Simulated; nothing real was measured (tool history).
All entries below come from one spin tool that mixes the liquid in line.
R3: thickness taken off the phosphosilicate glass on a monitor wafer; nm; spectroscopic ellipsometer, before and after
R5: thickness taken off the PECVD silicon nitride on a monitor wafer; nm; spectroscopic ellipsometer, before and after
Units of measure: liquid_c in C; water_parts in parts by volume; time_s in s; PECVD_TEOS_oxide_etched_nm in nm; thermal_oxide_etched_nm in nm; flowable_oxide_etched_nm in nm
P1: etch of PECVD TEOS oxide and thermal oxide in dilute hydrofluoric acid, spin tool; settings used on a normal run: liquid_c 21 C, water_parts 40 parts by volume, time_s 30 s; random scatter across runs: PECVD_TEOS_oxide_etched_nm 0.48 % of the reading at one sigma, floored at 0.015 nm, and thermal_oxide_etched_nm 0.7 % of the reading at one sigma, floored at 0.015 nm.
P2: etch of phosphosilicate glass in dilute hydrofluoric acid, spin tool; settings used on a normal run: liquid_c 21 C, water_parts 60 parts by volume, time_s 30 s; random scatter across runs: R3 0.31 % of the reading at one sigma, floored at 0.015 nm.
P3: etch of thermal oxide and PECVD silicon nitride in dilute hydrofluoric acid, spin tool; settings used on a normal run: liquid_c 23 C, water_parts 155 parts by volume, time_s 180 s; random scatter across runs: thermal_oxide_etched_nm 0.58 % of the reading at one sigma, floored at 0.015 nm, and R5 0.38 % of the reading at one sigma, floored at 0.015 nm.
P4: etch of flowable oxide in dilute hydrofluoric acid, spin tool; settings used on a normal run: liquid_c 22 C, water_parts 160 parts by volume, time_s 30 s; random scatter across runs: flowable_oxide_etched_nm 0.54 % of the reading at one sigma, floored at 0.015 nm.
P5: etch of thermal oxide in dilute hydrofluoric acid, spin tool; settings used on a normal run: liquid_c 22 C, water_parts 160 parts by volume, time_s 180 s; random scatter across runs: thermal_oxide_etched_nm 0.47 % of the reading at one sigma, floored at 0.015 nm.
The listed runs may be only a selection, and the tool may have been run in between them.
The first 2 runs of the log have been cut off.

{"run": 3, "hour": 39.1, "process": "P2", "liquid_c": 17, "water_parts": 60, "time_s": 30, "R3": 23.416}
{"run": 4, "hour": 47.4, "process": "P2", "liquid_c": 21, "water_parts": 60, "time_s": 55, "R3": 51.246}
{"run": 5, "hour": 57.5, "process": "P1", "liquid_c": 29.5, "water_parts": 40, "time_s": 30, "PECVD_TEOS_oxide_etched_nm": 18.047, "thermal_oxide_etched_nm": 4.9329}
{"run": 6, "hour": 73.3, "process": "P1", "liquid_c": 27.5, "water_parts": 55, "time_s": 30, "PECVD_TEOS_oxide_etched_nm": 11.839, "thermal_oxide_etched_nm": 3.1614}
{"run": 7, "hour": 81.4, "process": "P1", "liquid_c": 21, "water_parts": 40, "time_s": 55, "PECVD_TEOS_oxide_etched_nm": 23.107, "thermal_oxide_etched_nm": 6.2371}
{"run": 8, "hour": 93.5, "process": "P5", "liquid_c": 22, "water_parts": 160, "time_s": 180, "thermal_oxide_etched_nm": 4.4381}
{"run": 9, "hour": 105.7, "process": "P4", "liquid_c": 22, "water_parts": 160, "time_s": 45, "flowable_oxide_etched_nm": 8.6199}
{"run": 10, "hour": 114.5, "process": "P1", "liquid_c": 21, "water_parts": 40, "time_s": 30, "PECVD_TEOS_oxide_etched_nm": 12.683, "thermal_oxide_etched_nm": 3.4404}
{"run": 11, "hour": 131.5, "process": "P3", "liquid_c": 23, "water_parts": 155, "time_s": 180, "thermal_oxide_etched_nm": 4.8772, "R5": 6.1961}
{"run": 12, "hour": 142.0, "process": "P5", "liquid_c": 17, "water_parts": 160, "time_s": 180, "thermal_oxide_etched_nm": 3.6194}
{"run": 13, "hour": 157.3, "process": "P4", "liquid_c": 22, "water_parts": 160, "time_s": 30, "flowable_oxide_etched_nm": 5.7332}
{"run": 14, "hour": 172.0, "process": "P1", "liquid_c": 21, "water_parts": 40, "time_s": 30, "PECVD_TEOS_oxide_etched_nm": 12.673, "thermal_oxide_etched_nm": 3.4368}
{"run": 15, "hour": 181.3, "process": "P5", "liquid_c": 22, "water_parts": 160, "time_s": 60, "thermal_oxide_etched_nm": 1.4833}
{"run": 16, "hour": 189.6, "process": "P3", "liquid_c": 17, "water_parts": 155, "time_s": 180, "thermal_oxide_etched_nm": 3.8487, "R5": 4.1153}
{"run": 17, "hour": 201.8, "process": "P1", "liquid_c": 17, "water_parts": 40, "time_s": 30, "PECVD_TEOS_oxide_etched_nm": 10.625, "thermal_oxide_etched_nm": 2.8947}
{"run": 18, "hour": 215.1, "process": "P4", "liquid_c": 17, "water_parts": 160, "time_s": 30, "flowable_oxide_etched_nm": 4.7219}
{"run": 19, "hour": 227.6, "process": "P3", "liquid_c": 23, "water_parts": 285, "time_s": 180, "thermal_oxide_etched_nm": 2.3507, "R5": 3.3798}
{"run": 20, "hour": 239.3, "process": "P1", "liquid_c": 21, "water_parts": 75, "time_s": 30, "PECVD_TEOS_oxide_etched_nm": 6.5098, "thermal_oxide_etched_nm": 1.7684}
{"run": 21, "hour": 252.4, "process": "P5", "liquid_c": 22, "water_parts": 160, "time_s": 180, "thermal_oxide_etched_nm": 4.4243}
{"run": 22, "hour": 266.4, "process": "P1", "liquid_c": 17, "water_parts": 40, "time_s": 15, "PECVD_TEOS_oxide_etched_nm": 5.3183, "thermal_oxide_etched_nm": 1.4364}

The next listed run, before its measurement:
{"run": 23, "hour": 279.5, "process": "P4", "liquid_c": 22, "water_parts": 80, "time_s": 30, "flowable_oxide_etched_nm": "?"}

Run 23 measured flowable_oxide_etched_nm 12.709 nm.
